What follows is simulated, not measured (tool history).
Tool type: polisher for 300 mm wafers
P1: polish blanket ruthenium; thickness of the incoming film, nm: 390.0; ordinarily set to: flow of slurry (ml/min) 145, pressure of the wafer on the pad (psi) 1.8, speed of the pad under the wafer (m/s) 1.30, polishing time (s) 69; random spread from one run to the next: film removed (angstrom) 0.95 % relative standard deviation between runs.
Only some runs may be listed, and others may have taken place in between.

run	hour	flow of slurry (ml/min)	pressure of the wafer on the pad (psi)	speed of the pad under the wafer (m/s)	polishing time (s)	wafers polished on this pad	hours since the slurry nozzle was cleaned	hours since the head pressure was calibrated	film removed (angstrom)
1	6.1	145	1.8	1.30	69	497	113.1	188.3	1057.50
2	16.1	225	1.8	1.30	69	567	123.1	198.3	1122.40
3	24.5	145	1.1	1.30	69	625	131.5	206.7	624.35
4	28.9	145	1.8	1.30	102	656	135.9	211.1	1551.70
5	36.6	145	1.8	1.30	69	709	143.6	218.8	1047.80
6	45.5	145	1.8	1.98	69	771	152.5	227.7	1604.70
7	49.9	145	1.8	0.90	69	802	156.9	232.1	728.24
8	59.1	145	1.8	1.30	38	866	166.1	241.3	573.51
9	64.9	145	1.8	1.30	69	906	171.9	247.1	1060.50
10	71.6	145	2.7	1.30	69	953	178.6	253.8	1572.50
11	75.9	85	1.8	1.30	69	983	182.9	258.1	935.39
12	85.8	145	1.8	1.30	69	1052	192.8	268.0	1042.70
13	94.1	145	1.8	1.30	69	1109	201.1	276.3	1047.90
14	99.4	145	2.6	1.30	45	1146	206.4	281.6	995.11
15	104.5	145	1.8	1.30	69	1182	211.5	286.7	1044.70
16	111.0	145	1.8	1.30	69	1227	218.0	293.2	1037.30
17	115.5	145	1.8	1.30	69	1258	222.5	297.7	1000.70
18	122.0	145	1.8	1.30	69	1304	229.0	304.2	988.19
19	129.7	145	1.8	1.30	69	1357	236.7	311.9	974.82
20	135.4	145	1.8	1.30	69	1397	242.4	317.6	977.05
# hour 137.5: head pressure recalibrated
21	140.7	145	1.8	1.30	69	1434	247.7	3.3	969.10
22	146.8	145	1.8	1.30	69	1476	253.8	9.4	960.58
23	151.7	145	1.8	1.30	69	1510	258.7	14.3	968.12
24	156.5	145	1.8	1.30	69	1544	263.5	19.1	976.85
25	163.0	145	1.8	1.30	69	1589	270.0	25.6	968.40
26	168.2	145	1.8	1.30	69	1625	275.2	30.8	959.96

P1 no longer gives what it gave before; its output has crept away from where it was. The following 2 causes, each at its listed size, fit the log equally well:
A: removal rate lost through wear of the pad, % = 8.17
B: slurry flow missing at the pad, % = 32.7
The gradual shift began around hour 104.5.
Every other cause this tool's parts could produce, and why it does not fit the log:
head's pressure below its setpoint, %: serviced after onset, at hour 137.5, with no recovery of the prior output

Which of the check runs below tells the causes apart, meaning the causes would give it clearly different results? Each run uses 2 wafers whose results are averaged, and each result is shown as a question mark.
check 1	173.4	145	2.5	1.30	69				?
check 2	173.4	145	2.5	1.30	39				?
check 3	173.4	85	1.8	1.30	95				?
check 4	173.4	145	1.1	1.30	84				?

How each check would come out, cause by cause:
check	result	if A	if B
check 1	film removed (angstrom)	1339.80	1339.60
check 2	film removed (angstrom)	757.30	757.19
check 3	film removed (angstrom)	1174.50	1116.90
check 4	film removed (angstrom)	717.69	717.59
Gap, in per cent, between the two causes that each check separates least, read from the result that separates them most: check 1 0.01 %; check 2 0.01 %; check 3 5.04 %; check 4 0.01 %
Only check 3 tells the causes apart: in the others they would give nearly the same result.

Check 3 was carried out, with these results: film removed (angstrom) 1192.30. Which of the listed causes is responsible?

It was cause A: removal rate lost through wear of the pad, %.

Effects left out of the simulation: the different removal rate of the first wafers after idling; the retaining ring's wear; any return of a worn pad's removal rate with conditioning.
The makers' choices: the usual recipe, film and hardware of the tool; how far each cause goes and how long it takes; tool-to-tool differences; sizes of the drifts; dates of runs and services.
